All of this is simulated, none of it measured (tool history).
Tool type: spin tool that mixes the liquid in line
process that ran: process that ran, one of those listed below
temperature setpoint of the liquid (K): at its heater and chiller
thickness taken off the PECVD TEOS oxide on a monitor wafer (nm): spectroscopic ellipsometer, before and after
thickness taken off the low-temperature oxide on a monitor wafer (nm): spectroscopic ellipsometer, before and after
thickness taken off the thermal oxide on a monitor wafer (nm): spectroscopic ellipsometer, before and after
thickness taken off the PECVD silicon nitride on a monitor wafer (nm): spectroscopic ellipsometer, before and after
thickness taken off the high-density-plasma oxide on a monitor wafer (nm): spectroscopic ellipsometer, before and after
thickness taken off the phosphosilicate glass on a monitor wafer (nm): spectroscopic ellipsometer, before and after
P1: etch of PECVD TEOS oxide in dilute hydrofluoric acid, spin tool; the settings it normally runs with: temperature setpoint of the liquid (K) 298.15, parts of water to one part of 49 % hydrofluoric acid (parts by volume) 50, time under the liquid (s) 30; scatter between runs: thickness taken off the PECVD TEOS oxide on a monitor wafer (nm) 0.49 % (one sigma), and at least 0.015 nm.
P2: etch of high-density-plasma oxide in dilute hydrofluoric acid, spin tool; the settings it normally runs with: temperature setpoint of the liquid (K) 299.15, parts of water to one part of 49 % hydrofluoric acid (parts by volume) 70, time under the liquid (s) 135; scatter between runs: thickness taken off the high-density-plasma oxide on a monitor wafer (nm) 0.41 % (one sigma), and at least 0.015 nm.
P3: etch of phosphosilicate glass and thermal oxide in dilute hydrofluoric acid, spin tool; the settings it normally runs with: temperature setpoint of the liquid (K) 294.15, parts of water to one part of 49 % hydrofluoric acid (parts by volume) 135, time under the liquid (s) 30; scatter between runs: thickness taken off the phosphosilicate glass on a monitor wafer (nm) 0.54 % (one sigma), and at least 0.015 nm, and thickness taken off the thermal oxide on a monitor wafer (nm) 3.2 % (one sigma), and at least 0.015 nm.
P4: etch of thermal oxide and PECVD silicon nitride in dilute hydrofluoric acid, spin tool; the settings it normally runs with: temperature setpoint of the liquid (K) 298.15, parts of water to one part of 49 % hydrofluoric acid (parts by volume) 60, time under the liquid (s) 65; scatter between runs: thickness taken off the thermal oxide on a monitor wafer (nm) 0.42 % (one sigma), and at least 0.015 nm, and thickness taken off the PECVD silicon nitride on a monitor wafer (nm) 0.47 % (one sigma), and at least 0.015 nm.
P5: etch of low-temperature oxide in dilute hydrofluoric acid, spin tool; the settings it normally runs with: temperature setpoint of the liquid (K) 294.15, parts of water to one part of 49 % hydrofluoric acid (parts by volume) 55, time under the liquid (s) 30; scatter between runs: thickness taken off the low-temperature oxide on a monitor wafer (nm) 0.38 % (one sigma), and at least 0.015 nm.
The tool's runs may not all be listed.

run   hour  process that ran  temperature setpoint of the liquid (K)  parts of water to one part of 49 % hydrofluoric acid (parts by volume)  time under the liquid (s)  thickness taken off the PECVD TEOS oxide on a monitor wafer (nm)  thickness taken off the low-temperature oxide on a monitor wafer (nm)  thickness taken off the thermal oxide on a monitor wafer (nm)  thickness taken off the PECVD silicon nitride on a monitor wafer (nm)  thickness taken off the high-density-plasma oxide on a monitor wafer (nm)  thickness taken off the phosphosilicate glass on a monitor wafer (nm)
  1   10.2                P1                                  298.15                                                                      50                         30                                                            8.4564
  2   20.4                P5                                  294.15                                                                      55                         30                                                                                                                                   12.569
  3   28.4                P4                                  298.15                                                                      60                         65                                                                                                                                                                                                  5.4533                                                                  5.752
  4   34.6                P2                                  294.15                                                                      70                        135                                                                                                                                                                                                                                                                                                                                                    11.186
  5   43.8                P1                                  298.15                                                                      50                         30                                                            8.4418
  6   49.1                P2                                  299.15                                                                      70                        135                                                                                                                                                                                                                                                                                                                                                     13.68
  7   54.3                P5                                  294.15                                                                      20                         30                                                                                                                                   36.419
  8   60.6                P5                                  298.15                                                                      55                         30                                                                                                                                   14.921
  9   65.5                P2                                  299.15                                                                     115                        135                                                                                                                                                                                                                                                                                                                                                    7.8135
 10   73.5                P5                                  294.15                                                                      55                         30                                                                                                                                   12.629
 11   82.3                P1                                  298.15                                                                      50                         30                                                            8.5038
 12   89.3                P4                                  304.65                                                                      60                         65                                                                                                                                                                                                  7.0819                                                                 8.7957
 13  100.7                P3                                  294.15                                                                     135                         30                                                                                                                                                                                                 0.87051                                                                                                                                                                                                                   18.012
 14    109                P1                                  305.65                                                                      20                         30                                                            29.954
 15  117.1                P1                                  298.15                                                                      50                         50                                                             14.18
 16  125.4                P2                                  299.15                                                                      70                         55                                                                                                                                                                                                                                                                                                                                                    5.5509
 17  135.8                P5                                  294.15                                                                      55                         15                                                                                                                                   6.3265
 18  143.4                P4                                  298.15                                                                      35                         65                                                                                                                                                                                                  9.6711                                                                 9.7721
 19  149.6                P4                                  298.15                                                                      60                         65                                                                                                                                                                                                  5.5024                                                                 5.8518
 20    156                P1                                  298.15                                                                      50                         30                                                            8.4226
 21  166.9                P1                                  298.15                                                                      20                         30                                                            22.008

For run 22, what comes out?
 22  175.3                P1                                  306.15                                                                      50                         30                                                                 ?

Run 22 gave thickness taken off the PECVD TEOS oxide on a monitor wafer (nm) 11.606.
